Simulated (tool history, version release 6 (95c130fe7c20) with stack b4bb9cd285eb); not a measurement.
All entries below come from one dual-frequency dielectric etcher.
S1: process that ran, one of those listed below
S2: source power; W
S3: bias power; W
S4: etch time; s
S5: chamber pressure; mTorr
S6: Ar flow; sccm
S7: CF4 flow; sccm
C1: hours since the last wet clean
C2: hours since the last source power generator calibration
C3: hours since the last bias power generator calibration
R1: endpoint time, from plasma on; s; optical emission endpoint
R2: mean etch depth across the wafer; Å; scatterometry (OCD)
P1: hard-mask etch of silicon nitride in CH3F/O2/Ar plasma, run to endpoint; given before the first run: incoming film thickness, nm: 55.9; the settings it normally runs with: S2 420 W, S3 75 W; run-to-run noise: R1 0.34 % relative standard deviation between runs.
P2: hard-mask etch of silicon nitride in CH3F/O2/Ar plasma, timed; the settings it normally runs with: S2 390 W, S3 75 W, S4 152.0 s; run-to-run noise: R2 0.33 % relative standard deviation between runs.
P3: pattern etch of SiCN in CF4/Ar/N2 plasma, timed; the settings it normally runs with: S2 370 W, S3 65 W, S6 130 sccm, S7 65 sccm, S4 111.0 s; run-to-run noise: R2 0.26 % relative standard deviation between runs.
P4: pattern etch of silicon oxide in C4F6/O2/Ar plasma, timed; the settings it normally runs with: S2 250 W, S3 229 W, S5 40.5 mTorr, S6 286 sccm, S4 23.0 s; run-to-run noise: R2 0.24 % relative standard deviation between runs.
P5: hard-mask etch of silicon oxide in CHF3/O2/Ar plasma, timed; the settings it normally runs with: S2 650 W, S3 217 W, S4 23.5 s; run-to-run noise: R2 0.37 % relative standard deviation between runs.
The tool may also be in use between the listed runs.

run	hour	S1	S2	S3	S4	S5	S6	S7	C1	C2	C3	R1	R2
1	9.9	P1	420	75					228.0	1431.3	1263.9	76.927	
2	16.0	P2	390	75	152.0				234.1	1437.4	1270.0		1079.90
3	23.2	P4	250	229	23.0	40.5	286		241.3	1444.6	1277.2		617.94
4	29.9	P3	370	65	111.0		130	65	248.0	1451.3	1283.9		751.80
5	36.6	P1	420	54					254.7	1458.0	1290.6	86.283	
6	44.9	P1	530	61					263.0	1466.3	1298.9	75.296	
7	53.0	P3	250	65	111.0		130	65	271.1	1474.4	1307.0		534.46
8	58.7	P1	560	75					276.8	1480.1	1312.7	68.896	
9	65.2	P3	370	65	61.0		130	65	283.3	1486.6	1319.2		414.78
10	72.0	P1	420	75					290.1	1493.4	1326.0	77.100	
11	81.9	P1	420	75					300.0	1503.3	1335.9	76.415	
12	88.6	P1	420	75					306.7	1510.0	1342.6	77.620	
13	95.2	P5	770	217	23.5				313.3	1516.6	1349.2		551.11
14	103.5	P4	180	229	23.0	40.5	286		321.6	1524.9	1357.5		546.49
15	110.0	P5	650	291	23.5				328.1	1531.4	1364.0		566.69
16	118.5	P5	650	217	23.5				336.6	1539.9	1372.5		515.57
17	125.0	P4	250	229	23.0	57.5	286		343.1	1546.4	1379.0		592.89
18	132.2	P1	350	46					350.3	1553.6	1386.2	96.917	
19	141.7	P2	390	95	152.0				359.8	1563.1	1395.7		1175.10
20	149.2	P4	250	229	13.5	40.5	286		367.3	1570.6	1403.2		363.29
21	153.8	P3	370	81	111.0		130	65	371.9	1575.2	1407.8		816.26
# hour 160.7: source power generator calibrated
22	161.3	P3	370	65	111.0		130	65	379.4	0.7	1415.3		751.55
23	170.1	P1	420	75					388.2	9.5	1424.1	77.104	
24	175.8	P1	320	92					393.9	15.2	1429.8	79.752	
25	185.3	P3	370	65	111.0		130	92	403.4	24.7	1439.3		791.66
26	190.5	P4	250	229	23.0	40.5	340		408.6	29.9	1444.5		608.74
27	198.0	P2	390	75	118.5				416.1	37.4	1452.0		841.81
28	207.0	P1	420	98					425.1	46.4	1461.0	69.866	
29	214.4	P2	540	75	152.0				432.5	53.8	1468.4		1212.90
30	223.7	P3	370	65	111.0		177	65	441.8	63.1	1477.7		712.10
31	228.7	P1	420	75					446.8	68.1	1482.7	76.926	
32	238.5	P1	300	75					456.6	77.9	1492.5	87.662	
33	248.5	P5	650	217	16.0				466.6	87.9	1502.5		349.64
34	257.5	P4	250	229	23.0	40.5	286		475.6	96.9	1511.5		618.04
35	262.0	P4	250	306	23.0	40.5	286		480.1	101.4	1516.0		683.79
36	271.5	P1	420	75					489.6	110.9	1525.5	77.462	
37	277.6	P1	420	75					495.7	117.0	1531.6	77.043	
38	282.1	P1	420	75					500.2	121.5	1536.1	77.571	
39	287.4	P1	420	75					505.5	126.8	1541.4	77.304	
40	293.1	P1	420	75					511.2	132.5	1547.1	78.057	
41	300.9	P1	420	75					519.0	140.3	1554.9	78.209	
# hour 307.1: wet clean of the chamber
42	308.0	P1	420	75					1.0	147.4	1562.0	77.843	
43	315.4	P1	420	75					8.4	154.8	1569.4	78.330	
44	322.2	P1	420	75					15.2	161.6	1576.2	78.090	
45	331.9	P1	420	75					24.9	171.3	1585.9	78.247	
46	337.6	P1	420	75					30.6	177.0	1591.6	78.370	
47	345.4	P1	420	75					38.4	184.8	1599.4	78.348	
48	351.6	P1	420	75					44.6	191.0	1605.6	78.043	

P1 has crept away from where it was. The log is fitted equally well by each of these 2 causes, at the sizes shown:
A: source power that arrives under what is set, % = 4.38
B: bias power that arrives under what is set, % = 4.83
The gradual shift began around hour 277.6.
Ruled out, with reasons:
chamber walls in a state that lowers the etch rate, %: its service at hour 307.1 followed the start of the drift and did not put the process back to its old value

Consider the 4 single-wafer check runs listed below, results given as question marks: which one distinguishes between the causes by giving clearly different results for each?
check 1	357.8	P4	250	229	23.0	40.5	286						?
check 2	357.8	P3	370	65	111.0		130	65					?
check 3	357.8	P5	650	217	23.5								?
check 4	357.8	P2	390	75	152.0								?

Outcome of each check run for each possible cause:
check	result	if A	if B
check 1	R2	608.34	608.43
check 2	R2	722.87	738.34
check 3	R2	505.78	505.72
check 4	R2	1059.70	1059.50
Per check, the gap between the least separated pair of causes, taken in the result that splits them most: check 1 0.02 %; check 2 2.12 %; check 3 0.01 %; check 4 0.02 %
Check 2 tells the causes apart: in the others they would give nearly the same result.

Here is what check 2 returned: R2 723.60 Å. Which cause is it?

A is the cause: source power that arrives under what is set, %.

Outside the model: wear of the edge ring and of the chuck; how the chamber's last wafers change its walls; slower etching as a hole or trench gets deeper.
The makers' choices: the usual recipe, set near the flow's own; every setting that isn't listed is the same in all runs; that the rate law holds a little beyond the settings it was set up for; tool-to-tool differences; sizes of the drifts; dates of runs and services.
